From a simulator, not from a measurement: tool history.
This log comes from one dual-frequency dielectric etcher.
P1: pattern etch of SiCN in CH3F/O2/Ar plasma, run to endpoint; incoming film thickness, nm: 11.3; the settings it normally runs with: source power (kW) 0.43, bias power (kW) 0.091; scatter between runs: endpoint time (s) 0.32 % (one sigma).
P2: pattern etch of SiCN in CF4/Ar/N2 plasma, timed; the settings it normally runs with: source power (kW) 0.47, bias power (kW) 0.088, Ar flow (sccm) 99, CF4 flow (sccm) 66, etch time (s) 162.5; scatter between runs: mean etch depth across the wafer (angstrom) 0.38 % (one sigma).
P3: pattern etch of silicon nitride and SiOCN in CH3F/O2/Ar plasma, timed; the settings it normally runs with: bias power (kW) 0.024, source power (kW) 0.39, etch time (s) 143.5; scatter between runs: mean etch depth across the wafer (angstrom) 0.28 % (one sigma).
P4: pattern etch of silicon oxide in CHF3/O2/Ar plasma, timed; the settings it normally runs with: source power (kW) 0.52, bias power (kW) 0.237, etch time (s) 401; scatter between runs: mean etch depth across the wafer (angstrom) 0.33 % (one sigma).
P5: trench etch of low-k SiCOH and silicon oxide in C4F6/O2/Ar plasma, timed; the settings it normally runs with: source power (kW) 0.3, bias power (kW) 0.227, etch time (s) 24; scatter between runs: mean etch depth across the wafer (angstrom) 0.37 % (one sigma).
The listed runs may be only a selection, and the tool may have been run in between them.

run	hour	process that ran	source power (kW)	bias power (kW)	etch time (s)	Ar flow (sccm)	CF4 flow (sccm)	hours since the last wet clean	hours since the last source power generator calibration	hours since the last bias power generator calibration	endpoint time (s)	mean etch depth across the wafer (angstrom)
1	7.8	P1	0.43	0.091				276.8	1480.2	3460.9	26.568	
2	12.8	P1	0.43	0.091				281.8	1485.2	3465.9	26.541	
3	21.1	P1	0.43	0.091				290.1	1493.5	3474.2	26.484	
4	27.4	P3	0.39	0.024	143.5			296.4	1499.8	3480.5		191.18
5	34.6	P1	0.43	0.091				303.6	1507	3487.7	26.437	
6	42.3	P2	0.47	0.088	162.5	99	66	311.3	1514.7	3495.4		1538.7
7	48.2	P3	0.39	0.024	143.5			317.2	1520.6	3501.3		191.53
8	55.3	P3	0.39	0.018	143.5			324.3	1527.7	3508.4		169.53
9	63.2	P2	0.47	0.108	162.5	99	66	332.2	1535.6	3516.3		1659.6
10	68.2	P1	0.57	0.125				337.2	1540.6	3521.3	21.258	
11	72.8	P1	0.56	0.091				341.8	1545.2	3525.9	24.012	
12	81.6	P4	0.52	0.237	220.5			350.6	1554	3534.7		4522.9
13	88.7	P5	0.38	0.227	24			357.7	1561.1	3541.8		776.79
14	95.6	P3	0.23	0.024	143.5			364.6	1568	3548.7		160.41
15	100.7	P1	0.3	0.091				369.7	1573.1	3553.8	30.308	
16	109.9	P4	0.52	0.167	401			378.9	1582.3	3563		7253.6
17	117.9	P5	0.3	0.227	24			386.9	1590.3	3571		709.02
18	125.4	P2	0.47	0.088	213.5	99	66	394.4	1597.8	3578.5		2024.5
19	130.2	P1	0.43	0.091				399.2	1602.6	3583.3	26.503	
20	136.9	P4	0.52	0.237	401			405.9	1609.3	3590		8196.4
21	143.1	P2	0.47	0.088	162.5	99	89	412.1	1615.5	3596.2		1597.3
22	147.5	P1	0.43	0.125				416.5	1619.9	3600.6	23.63	
23	155.7	P2	0.62	0.088	162.5	99	66	424.7	1628.1	3608.8		1972
24	163.7	P1	0.54	0.125				432.7	1636.1	3616.8	21.774	
25	170	P5	0.3	0.227	14			439	1642.4	3623.1		411
26	174.7	P1	0.43	0.07				443.7	1647.1	3627.8	29.194	
27	180.2	P1	0.43	0.091				449.2	1652.6	3633.3	26.525	
28	185.6	P2	0.47	0.088	162.5	126	66	454.6	1658	3638.7		1482.7
29	191.9	P4	0.72	0.237	401			460.9	1664.3	3645		9316.4
30	197.2	P3	0.39	0.024	210			466.2	1669.6	3650.3		280.37
31	204.3	P5	0.3	0.311	24			473.3	1676.7	3657.4		788.97
32	209.8	P5	0.3	0.227	24			478.8	1682.2	3662.9		706.87
33	214.4	P1	0.43	0.091				483.4	1686.8	3667.5	26.447	
34	219.2	P1	0.43	0.091				488.2	1691.6	3672.3	26.675	
35	226.2	P1	0.43	0.091				495.2	1698.6	3679.3	26.727	
36	232.1	P1	0.43	0.091				501.1	1704.5	3685.2	26.92	
37	236.2	P1	0.43	0.091				505.2	1708.6	3689.3	26.738	
38	243.4	P1	0.43	0.091				512.4	1715.8	3696.5	26.957	
39	248.9	P1	0.43	0.091				517.9	1721.3	3702	27.005	
40	256.3	P1	0.43	0.091				525.3	1728.7	3709.4	26.936	
# hour 258.2: wet clean of the chamber
41	264.1	P1	0.43	0.091				5.9	1736.5	3717.2	27.113	
42	268.9	P1	0.43	0.091				10.7	1741.3	3722	27.065	
43	275	P1	0.43	0.091				16.8	1747.4	3728.1	26.973	

What P1 gives has crept off from where it sat before. The 2 causes that follow fit the log equally well, each at the size noted:
A: bias power that arrives under what is set, % = 4.24
B: source power that arrives under what is set, % = 4.2
The drift started at roughly hour 214.4.
What rules out each remaining cause:
chamber walls in a state that lowers the etch rate, %: serviced at hour 258.2, after the change had begun; the process did not return to its earlier output

Each of the check runs listed below is run on 2 wafers and reports their average, with the results left as question marks. Pick the one under which the possible causes would lead to clearly different results.
check 1	281.1	P2	0.54	0.088	162.5	99	79					?
check 2	281.1	P5	0.35	0.275	24							?
check 3	281.1	P3	0.39	0.02	207.5							?
check 4	281.1	P4	0.52	0.19	401							?

Outcome of each check run for each possible cause:
check	result	if A	if B
check 1	mean etch depth across the wafer (angstrom)	1755.1	1716
check 2	mean etch depth across the wafer (angstrom)	789.26	788.23
check 3	mean etch depth across the wafer (angstrom)	250.72	251.69
check 4	mean etch depth across the wafer (angstrom)	7479.8	7468.6
Distance between the nearest two causes, measured in the result of the check that separates them most: check 1 2.26 %; check 2 0.13 %; check 3 0.38 %; check 4 0.15 %
Check 1 is the one run that separates the causes; every other check would come out nearly the same whichever cause is at work.

After running check 1, the following was obtained: mean etch depth across the wafer (angstrom) 1754.5. Which cause does this point to?

The correct cause is A, namely: bias power that arrives under what is set, %.
